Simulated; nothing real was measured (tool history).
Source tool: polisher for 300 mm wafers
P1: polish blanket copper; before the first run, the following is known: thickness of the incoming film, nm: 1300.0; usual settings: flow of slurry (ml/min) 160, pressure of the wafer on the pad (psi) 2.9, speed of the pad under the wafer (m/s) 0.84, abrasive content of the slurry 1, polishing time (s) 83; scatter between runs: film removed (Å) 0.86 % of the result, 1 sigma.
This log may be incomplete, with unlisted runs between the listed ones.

| run | day | flow of slurry (ml/min) | pressure of the wafer on the pad (psi) | speed of the pad under the wafer (m/s) | abrasive content of the slurry | polishing time (s) | wafers polished on this pad | hours since the slurry nozzle was cleaned | hours since the head pressure was calibrated | hours since the slurry blender was calibrated | film removed (Å) |
|---|---|---|---|---|---|---|---|---|---|---|---|
| 1 | 0.329 | 160 | 2.9 | 0.84 | 1 | 83 | 512 | 352.6 | 256.2 | 347.3 | 1796.3 |
| 2 | 0.896 | 160 | 2.9 | 0.84 | 1 | 83 | 638 | 366.2 | 269.8 | 360.9 | 1816.9 |
| 3 | 1.2 | 160 | 2.9 | 0.84 | 1 | 83 | 706 | 373.5 | 277.1 | 368.2 | 1823.4 |
|  | 1.508 | slurry nozzle cleaned |
| 4 | 1.633 | 160 | 2.9 | 0.84 | 0.7 | 83 | 803 | 3 | 287.5 | 378.6 | 1695.2 |
| 5 | 2.117 | 160 | 2.9 | 0.84 | 1 | 106 | 911 | 14.6 | 299.1 | 390.2 | 2359.8 |
| 6 | 2.5 | 95 | 2.9 | 0.84 | 1 | 83 | 997 | 23.8 | 308.3 | 399.4 | 1626.4 |
| 7 | 3.008 | 160 | 2.9 | 0.38 | 1 | 83 | 1110 | 36 | 320.5 | 411.6 | 825.94 |
| 8 | 3.483 | 245 | 2.9 | 0.84 | 1 | 83 | 1217 | 47.4 | 331.9 | 423 | 1924.5 |
| 9 | 3.929 | 160 | 2.9 | 0.84 | 1 | 83 | 1316 | 58.1 | 342.6 | 433.7 | 1844.1 |
| 10 | 4.317 | 160 | 2.9 | 0.84 | 1 | 47 | 1403 | 67.4 | 351.9 | 443 | 1040.4 |
| 11 | 4.754 | 160 | 2.9 | 1.28 | 1 | 83 | 1501 | 77.9 | 362.4 | 453.5 | 2798.7 |
| 12 | 5.217 | 160 | 2.9 | 0.84 | 1 | 83 | 1604 | 89 | 373.5 | 464.6 | 1844.7 |
| 13 | 5.833 | 160 | 1.4 | 0.84 | 1 | 83 | 1742 | 103.8 | 388.3 | 479.4 | 876.82 |
| 14 | 6.392 | 160 | 2.9 | 0.84 | 1.3 | 83 | 1867 | 117.2 | 401.7 | 492.8 | 1935.2 |
| 15 | 6.725 | 160 | 2.9 | 0.84 | 0.75 | 57 | 1941 | 125.2 | 409.7 | 500.8 | 1168 |
| 16 | 7.212 | 160 | 4.2 | 0.84 | 1 | 83 | 2050 | 136.9 | 421.4 | 512.5 | 2628.9 |
| 17 | 7.496 | 160 | 2.9 | 0.84 | 1 | 83 | 2114 | 143.7 | 428.2 | 519.3 | 1834.1 |
| 18 | 8 | 160 | 2.9 | 0.84 | 1 | 83 | 2226 | 155.8 | 440.3 | 531.4 | 1784.9 |
| 19 | 8.329 | 160 | 2.9 | 0.84 | 1 | 83 | 2300 | 163.7 | 448.2 | 539.3 | 1762.8 |
| 20 | 8.788 | 160 | 2.9 | 0.84 | 1 | 83 | 2402 | 174.7 | 459.2 | 550.3 | 1716 |
| 21 | 9.154 | 160 | 2.9 | 0.84 | 1 | 83 | 2484 | 183.5 | 468 | 559.1 | 1758.9 |
| 22 | 9.667 | 160 | 2.9 | 0.84 | 1 | 83 | 2599 | 195.8 | 480.3 | 571.4 | 1711.8 |
| 23 | 10.242 | 160 | 2.9 | 0.84 | 1 | 83 | 2727 | 209.6 | 494.1 | 585.2 | 1706.7 |
|  | 10.775 | worn pad replaced by a new one |
| 24 | 10.821 | 160 | 2.9 | 0.84 | 1 | 83 | 10 | 223.5 | 508 | 599.1 | 1699.6 |

Run 25 is up next; what results do you expect?
|  | 11.179 | head pressure recalibrated |
| 25 | 11.238 | 160 | 2.9 | 0.84 | 1 | 83 | 103 | 233.5 | 1.4 | 609.1 | ? |

film removed (Å): 1720.1
